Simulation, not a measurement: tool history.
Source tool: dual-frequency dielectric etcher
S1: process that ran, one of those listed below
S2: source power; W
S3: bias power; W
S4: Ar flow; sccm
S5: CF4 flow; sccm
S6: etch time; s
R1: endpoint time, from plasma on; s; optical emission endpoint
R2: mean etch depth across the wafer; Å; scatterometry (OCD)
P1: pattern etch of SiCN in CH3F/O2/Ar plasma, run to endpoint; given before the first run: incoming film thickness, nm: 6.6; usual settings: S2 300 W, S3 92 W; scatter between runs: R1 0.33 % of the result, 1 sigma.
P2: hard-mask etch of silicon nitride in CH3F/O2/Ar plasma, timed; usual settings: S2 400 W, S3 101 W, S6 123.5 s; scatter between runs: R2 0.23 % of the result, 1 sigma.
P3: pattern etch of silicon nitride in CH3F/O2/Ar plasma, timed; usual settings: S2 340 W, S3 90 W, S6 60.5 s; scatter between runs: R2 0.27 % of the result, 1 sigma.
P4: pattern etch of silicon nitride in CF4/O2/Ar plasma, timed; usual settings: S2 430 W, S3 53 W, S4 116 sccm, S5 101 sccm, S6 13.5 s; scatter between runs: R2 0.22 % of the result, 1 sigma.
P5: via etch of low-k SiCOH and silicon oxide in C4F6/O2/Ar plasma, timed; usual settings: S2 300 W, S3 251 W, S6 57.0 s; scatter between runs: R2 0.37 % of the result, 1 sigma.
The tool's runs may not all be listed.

{"run": 1, "day": 0.433, "S1": "P1", "S2": 300, "S3": 92, "R1": 17.947}
{"run": 2, "day": 0.825, "S1": "P4", "S2": 430, "S3": 53, "S4": 116, "S5": 101, "S6": 13.5, "R2": 231.32}
{"run": 3, "day": 1.142, "S1": "P3", "S2": 340, "S3": 90, "S6": 36.5, "R2": 259.24}
{"run": 4, "day": 1.65, "S1": "P5", "S2": 300, "S3": 251, "S6": 57.0, "R2": 1523.2}
{"day": 1.738, "done": "wet clean of the chamber"}
{"run": 5, "day": 2.246, "S1": "P2", "S2": 500, "S3": 101, "S6": 123.5, "R2": 1012.5}
{"run": 6, "day": 2.554, "S1": "P1", "S2": 300, "S3": 92, "R1": 18.033}
{"run": 7, "day": 2.908, "S1": "P3", "S2": 340, "S3": 90, "S6": 60.5, "R2": 431.1}
{"run": 8, "day": 3.217, "S1": "P4", "S2": 250, "S3": 53, "S4": 116, "S5": 101, "S6": 13.5, "R2": 144.34}
{"run": 9, "day": 3.712, "S1": "P4", "S2": 430, "S3": 53, "S4": 116, "S5": 101, "S6": 18.0, "R2": 307.78}
{"run": 10, "day": 4.225, "S1": "P1", "S2": 370, "S3": 92, "R1": 16.532}
{"run": 11, "day": 4.6, "S1": "P4", "S2": 430, "S3": 53, "S4": 116, "S5": 68, "S6": 13.5, "R2": 219.42}
{"run": 12, "day": 5.138, "S1": "P1", "S2": 300, "S3": 92, "R1": 18.096}
{"run": 13, "day": 5.492, "S1": "P3", "S2": 230, "S3": 90, "S6": 60.5, "R2": 372.23}
{"run": 14, "day": 5.783, "S1": "P2", "S2": 400, "S3": 133, "S6": 123.5, "R2": 1027.8}
{"run": 15, "day": 6.188, "S1": "P2", "S2": 400, "S3": 101, "S6": 84.0, "R2": 633.79}
{"run": 16, "day": 6.517, "S1": "P5", "S2": 300, "S3": 299, "S6": 57.0, "R2": 1614.4}
{"run": 17, "day": 6.912, "S1": "P1", "S2": 300, "S3": 92, "R1": 17.993}
{"run": 18, "day": 7.412, "S1": "P4", "S2": 430, "S3": 53, "S4": 82, "S5": 101, "S6": 13.5, "R2": 240.53}
{"run": 19, "day": 7.733, "S1": "P3", "S2": 340, "S3": 90, "S6": 60.5, "R2": 431.17}
{"run": 20, "day": 8.071, "S1": "P1", "S2": 360, "S3": 118, "R1": 15.337}
{"run": 21, "day": 8.383, "S1": "P4", "S2": 430, "S3": 69, "S4": 116, "S5": 101, "S6": 13.5, "R2": 257.19}
{"run": 22, "day": 8.804, "S1": "P1", "S2": 210, "S3": 92, "R1": 20.477}
{"run": 23, "day": 9.388, "S1": "P2", "S2": 400, "S3": 101, "S6": 123.5, "R2": 930.66}
{"run": 24, "day": 9.883, "S1": "P5", "S2": 300, "S3": 251, "S6": 57.0, "R2": 1522.0}
{"run": 25, "day": 10.196, "S1": "P5", "S2": 300, "S3": 251, "S6": 31.5, "R2": 843.38}
{"run": 26, "day": 10.733, "S1": "P1", "S2": 300, "S3": 92, "R1": 18.073}
{"run": 27, "day": 11.129, "S1": "P1", "S2": 300, "S3": 120, "R1": 16.231}
{"run": 28, "day": 11.638, "S1": "P1", "S2": 300, "S3": 92, "R1": 18.026}
{"run": 29, "day": 12.15, "S1": "P1", "S2": 300, "S3": 66, "R1": 20.187}
{"run": 30, "day": 12.462, "S1": "P1", "S2": 300, "S3": 92, "R1": 17.926}
{"run": 31, "day": 13.025, "S1": "P3", "S2": 340, "S3": 116, "S6": 60.5, "R2": 473.02}
{"run": 32, "day": 13.504, "S1": "P5", "S2": 400, "S3": 251, "S6": 57.0, "R2": 1687.7}
{"run": 33, "day": 14.025, "S1": "P1", "S2": 300, "S3": 92, "R1": 18.133}
{"run": 34, "day": 14.342, "S1": "P1", "S2": 300, "S3": 92, "R1": 17.968}
{"run": 35, "day": 14.821, "S1": "P1", "S2": 300, "S3": 92, "R1": 17.865}
{"day": 15.221, "done": "wet clean of the chamber"}
{"run": 36, "day": 15.317, "S1": "P1", "S2": 300, "S3": 92, "R1": 17.779}
{"run": 37, "day": 15.758, "S1": "P1", "S2": 300, "S3": 92, "R1": 17.668}
{"run": 38, "day": 16.367, "S1": "P1", "S2": 300, "S3": 92, "R1": 17.715}
{"run": 39, "day": 16.808, "S1": "P1", "S2": 300, "S3": 92, "R1": 17.701}

P1 has crept away from where it was. The log is fitted equally well by each of these 2 causes, at the sizes shown:
A: bias power that arrives over what is set, % = 4.4
B: source power that arrives over what is set, % = 4.54
The process output started creeping at around day 14.025.
Every other cause this tool's parts could produce, and why it does not fit the log:
chamber walls in a state that raises the etch rate, %: serviced at day 15.221, after the change had begun; the process did not return to its earlier output

Consider the 4 single-wafer check runs listed below, results given as question marks: which one distinguishes between the causes by giving clearly different results for each?
{"run": "check 1", "day": 17.25, "S1": "P3", "S2": 340, "S3": 90, "S6": 60.5, "R2": "?"}
{"run": "check 2", "day": 17.25, "S1": "P5", "S2": 300, "S3": 251, "S6": 57.0, "R2": "?"}
{"run": "check 3", "day": 17.25, "S1": "P4", "S2": 430, "S3": 53, "S4": 116, "S5": 101, "S6": 13.5, "R2": "?"}
{"run": "check 4", "day": 17.25, "S1": "P2", "S2": 400, "S3": 101, "S6": 123.5, "R2": "?"}

Check results expected under each cause:
check=check_1 result=R2 if_A=436.76 if_B=437.13
check=check_2 result=R2 if_A=1542.10 if_B=1545.20
check=check_3 result=R2 if_A=234.86 if_B=240.01
check=check_4 result=R2 if_A=946.55 if_B=947.13
Gap, in per cent, between the two causes that each check separates least, read from the result that separates them most: check 1 0.09 %; check 2 0.2 %; check 3 2.17 %; check 4 0.06 %
The other checks would show nearly matching results whichever cause is true, so check 3 is the only one that separates the causes.

Check 3 was carried out, with these results: R2 235.07 Å. Which of the listed causes is responsible?

It is A: bias power that arrives over what is set, %.

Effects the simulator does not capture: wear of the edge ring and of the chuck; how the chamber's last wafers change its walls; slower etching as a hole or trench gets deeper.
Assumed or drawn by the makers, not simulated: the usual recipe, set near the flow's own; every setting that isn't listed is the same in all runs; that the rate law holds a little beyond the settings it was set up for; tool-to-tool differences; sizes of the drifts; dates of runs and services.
